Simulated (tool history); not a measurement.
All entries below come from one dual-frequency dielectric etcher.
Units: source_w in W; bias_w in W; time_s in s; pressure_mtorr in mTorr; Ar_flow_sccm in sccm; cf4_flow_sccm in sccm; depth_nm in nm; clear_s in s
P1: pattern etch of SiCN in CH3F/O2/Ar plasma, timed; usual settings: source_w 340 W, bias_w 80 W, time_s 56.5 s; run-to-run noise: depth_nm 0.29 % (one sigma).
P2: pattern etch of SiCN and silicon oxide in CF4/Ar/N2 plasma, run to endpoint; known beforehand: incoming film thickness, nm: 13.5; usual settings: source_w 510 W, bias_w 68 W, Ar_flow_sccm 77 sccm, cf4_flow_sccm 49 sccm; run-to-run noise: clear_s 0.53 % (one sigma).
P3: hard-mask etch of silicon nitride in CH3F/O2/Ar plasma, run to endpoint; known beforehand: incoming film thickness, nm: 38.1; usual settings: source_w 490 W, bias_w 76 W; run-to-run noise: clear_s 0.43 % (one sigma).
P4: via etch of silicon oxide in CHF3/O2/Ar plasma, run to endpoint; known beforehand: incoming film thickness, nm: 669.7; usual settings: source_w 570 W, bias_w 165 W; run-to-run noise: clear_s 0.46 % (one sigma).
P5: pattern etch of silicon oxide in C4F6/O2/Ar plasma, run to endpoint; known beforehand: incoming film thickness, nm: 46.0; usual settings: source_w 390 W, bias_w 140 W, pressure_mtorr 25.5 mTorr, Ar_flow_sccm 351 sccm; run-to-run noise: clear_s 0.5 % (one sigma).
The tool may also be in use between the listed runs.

run 1 hour=9.6 | process=P1 source_w=340 bias_w=80 time_s=56.5 | depth_nm=20.730
run 2 hour=15.5 | process=P1 source_w=260 bias_w=105 time_s=56.5 | depth_nm=20.896
run 3 hour=23.9 | process=P4 source_w=570 bias_w=165 | clear_s=365.170
run 4 hour=35.9 | process=P5 source_w=390 bias_w=192 pressure_mtorr=25.5 Ar_flow_sccm=351 | clear_s=14.403
run 5 hour=43.0 | process=P1 source_w=340 bias_w=80 time_s=75.5 | depth_nm=27.804
run 6 hour=49.3 | process=P5 source_w=390 bias_w=140 pressure_mtorr=30.5 Ar_flow_sccm=351 | clear_s=16.195
run 7 hour=57.5 | process=P1 source_w=340 bias_w=50 time_s=56.5 | depth_nm=17.650
run 8 hour=65.8 | process=P1 source_w=260 bias_w=80 time_s=56.5 | depth_nm=18.751
-- hour=72.4 bias power generator calibrated
run 9 hour=75.5 | process=P4 source_w=570 bias_w=165 | clear_s=367.280
run 10 hour=84.8 | process=P1 source_w=340 bias_w=80 time_s=56.5 | depth_nm=20.847
run 11 hour=92.0 | process=P1 source_w=400 bias_w=80 time_s=56.5 | depth_nm=22.073
run 12 hour=98.8 | process=P1 source_w=340 bias_w=103 time_s=44.5 | depth_nm=17.991
run 13 hour=108.0 | process=P2 source_w=510 bias_w=68 Ar_flow_sccm=77 cf4_flow_sccm=29 | clear_s=15.587
run 14 hour=116.8 | process=P3 source_w=490 bias_w=76 | clear_s=50.028
run 15 hour=128.1 | process=P4 source_w=570 bias_w=101 | clear_s=427.840
run 16 hour=138.7 | process=P5 source_w=300 bias_w=140 pressure_mtorr=25.5 Ar_flow_sccm=351 | clear_s=17.460
run 17 hour=147.2 | process=P5 source_w=390 bias_w=140 pressure_mtorr=25.5 Ar_flow_sccm=272 | clear_s=15.402
run 18 hour=153.1 | process=P1 source_w=340 bias_w=80 time_s=56.5 | depth_nm=20.685
run 19 hour=163.8 | process=P1 source_w=340 bias_w=112 time_s=56.5 | depth_nm=23.660
run 20 hour=174.8 | process=P4 source_w=730 bias_w=165 | clear_s=333.230
run 21 hour=184.7 | process=P1 source_w=340 bias_w=80 time_s=41.0 | depth_nm=15.109
run 22 hour=192.2 | process=P1 source_w=340 bias_w=80 time_s=56.5 | depth_nm=20.779
run 23 hour=200.3 | process=P2 source_w=510 bias_w=68 Ar_flow_sccm=58 cf4_flow_sccm=49 | clear_s=13.640
run 24 hour=207.4 | process=P2 source_w=510 bias_w=89 Ar_flow_sccm=77 cf4_flow_sccm=49 | clear_s=13.016
run 25 hour=216.9 | process=P2 source_w=510 bias_w=68 Ar_flow_sccm=77 cf4_flow_sccm=49 | clear_s=14.315
run 26 hour=227.8 | process=P5 source_w=390 bias_w=140 pressure_mtorr=25.5 Ar_flow_sccm=351 | clear_s=15.726
run 27 hour=234.4 | process=P1 source_w=340 bias_w=80 time_s=56.5 | depth_nm=20.828
run 28 hour=240.3 | process=P1 source_w=340 bias_w=80 time_s=56.5 | depth_nm=20.756
run 29 hour=250.3 | process=P1 source_w=340 bias_w=80 time_s=56.5 | depth_nm=20.773
run 30 hour=262.1 | process=P2 source_w=310 bias_w=68 Ar_flow_sccm=77 cf4_flow_sccm=49 | clear_s=22.158
run 31 hour=267.8 | process=P3 source_w=610 bias_w=76 | clear_s=46.328
run 32 hour=273.5 | process=P3 source_w=490 bias_w=48 | clear_s=57.960
run 33 hour=279.3 | process=P5 source_w=390 bias_w=140 pressure_mtorr=25.5 Ar_flow_sccm=351 | clear_s=15.798
run 34 hour=290.8 | process=P1 source_w=340 bias_w=80 time_s=56.5 | depth_nm=20.859
run 35 hour=301.8 | process=P1 source_w=340 bias_w=80 time_s=56.5 | depth_nm=20.965
run 36 hour=310.9 | process=P1 source_w=340 bias_w=80 time_s=56.5 | depth_nm=20.956
run 37 hour=319.0 | process=P1 source_w=340 bias_w=80 time_s=56.5 | depth_nm=20.972
run 38 hour=324.8 | process=P1 source_w=340 bias_w=80 time_s=56.5 | depth_nm=21.161
run 39 hour=330.6 | process=P1 source_w=340 bias_w=80 time_s=56.5 | depth_nm=21.087
run 40 hour=342.8 | process=P1 source_w=340 bias_w=80 time_s=56.5 | depth_nm=21.037

Run 41 has not been measured yet. What should we expect?
-- hour=345.3 wet clean of the chamber
run 41 hour=350.1 | process=P1 source_w=340 bias_w=80 time_s=56.5 | depth_nm=?

depth_nm: 21.059 nm

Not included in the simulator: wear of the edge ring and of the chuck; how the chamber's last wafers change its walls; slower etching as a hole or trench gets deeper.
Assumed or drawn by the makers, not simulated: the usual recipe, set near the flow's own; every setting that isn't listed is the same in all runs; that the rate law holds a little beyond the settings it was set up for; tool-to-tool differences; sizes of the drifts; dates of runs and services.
